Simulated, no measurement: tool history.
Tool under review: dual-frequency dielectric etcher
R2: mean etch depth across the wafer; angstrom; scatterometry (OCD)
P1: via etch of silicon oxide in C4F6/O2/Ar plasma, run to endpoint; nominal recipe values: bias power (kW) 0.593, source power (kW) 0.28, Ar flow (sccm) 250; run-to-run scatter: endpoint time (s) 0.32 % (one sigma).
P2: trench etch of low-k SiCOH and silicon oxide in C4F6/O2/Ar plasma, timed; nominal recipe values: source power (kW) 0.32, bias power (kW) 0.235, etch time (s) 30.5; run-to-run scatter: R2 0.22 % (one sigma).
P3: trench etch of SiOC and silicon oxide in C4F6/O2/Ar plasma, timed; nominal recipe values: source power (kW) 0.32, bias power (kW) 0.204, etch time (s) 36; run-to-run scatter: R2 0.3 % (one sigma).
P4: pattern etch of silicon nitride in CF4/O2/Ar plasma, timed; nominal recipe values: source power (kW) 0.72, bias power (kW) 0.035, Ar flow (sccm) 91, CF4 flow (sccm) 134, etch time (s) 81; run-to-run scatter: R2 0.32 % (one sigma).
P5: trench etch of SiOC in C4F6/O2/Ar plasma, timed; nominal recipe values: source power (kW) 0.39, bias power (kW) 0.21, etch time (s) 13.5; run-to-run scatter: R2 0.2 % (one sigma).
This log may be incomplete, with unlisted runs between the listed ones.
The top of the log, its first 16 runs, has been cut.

Run 17, day 7.183: process that ran P4, bias power (kW) 0.035, source power (kW) 0.72, Ar flow (sccm) 91, etch time (s) 81, CF4 flow (sccm) 80. Result: R2 1815.5 angstrom.
Run 18, day 7.517: process that ran P1, bias power (kW) 0.593, source power (kW) 0.28, Ar flow (sccm) 250. Result: endpoint time (s) 31.317.
Run 19, day 8.017: process that ran P2, bias power (kW) 0.235, source power (kW) 0.32, etch time (s) 40.5. Result: R2 1225.3 angstrom.
Run 20, day 8.562: process that ran P4, bias power (kW) 0.035, source power (kW) 0.49, Ar flow (sccm) 91, etch time (s) 81, CF4 flow (sccm) 134. Result: R2 1392.1 angstrom.
Run 21, day 9.212: process that ran P3, bias power (kW) 0.204, source power (kW) 0.32, etch time (s) 36. Result: R2 671.49 angstrom.
Run 22, day 9.767: process that ran P5, bias power (kW) 0.21, source power (kW) 0.31, etch time (s) 13.5. Result: R2 266.8 angstrom.
Run 23, day 10.342: process that ran P3, bias power (kW) 0.204, source power (kW) 0.21, etch time (s) 36. Result: R2 570.89 angstrom.
Run 24, day 10.696: process that ran P2, bias power (kW) 0.17, source power (kW) 0.32, etch time (s) 30.5. Result: R2 827.45 angstrom.
Run 25, day 11.171: process that ran P1, bias power (kW) 0.593, source power (kW) 0.2, Ar flow (sccm) 170. Result: endpoint time (s) 33.75.
Run 26, day 11.721: process that ran P1, bias power (kW) 0.593, source power (kW) 0.28, Ar flow (sccm) 307. Result: endpoint time (s) 32.003.
Run 27, day 12.271: process that ran P3, bias power (kW) 0.204, source power (kW) 0.32, etch time (s) 20. Result: R2 371.71 angstrom.
Run 28, day 12.596: process that ran P1, bias power (kW) 0.769, source power (kW) 0.28, Ar flow (sccm) 250. Result: endpoint time (s) 28.331.
At day 12.933: Ar flow controller replaced.
Run 29, day 13.183: process that ran P1, bias power (kW) 0.593, source power (kW) 0.35, Ar flow (sccm) 250. Result: endpoint time (s) 28.815.
Run 30, day 13.8: process that ran P1, bias power (kW) 0.351, source power (kW) 0.28, Ar flow (sccm) 250. Result: endpoint time (s) 38.113.
Run 31, day 14.162: process that ran P4, bias power (kW) 0.026, source power (kW) 0.72, Ar flow (sccm) 91, etch time (s) 81, CF4 flow (sccm) 134. Result: R2 1783.5 angstrom.
Run 32, day 14.658: process that ran P1, bias power (kW) 0.593, source power (kW) 0.28, Ar flow (sccm) 250. Result: endpoint time (s) 31.282.
Run 33, day 15.058: process that ran P1, bias power (kW) 0.593, source power (kW) 0.28, Ar flow (sccm) 250. Result: endpoint time (s) 31.126.

The next listed run, before its measurement:
Run 34, day 15.508: process that ran P1, bias power (kW) 0.593, source power (kW) 0.28, Ar flow (sccm) 250. Result: endpoint time (s) ?.

{"run 34": {"endpoint time (s)": 31.04}}
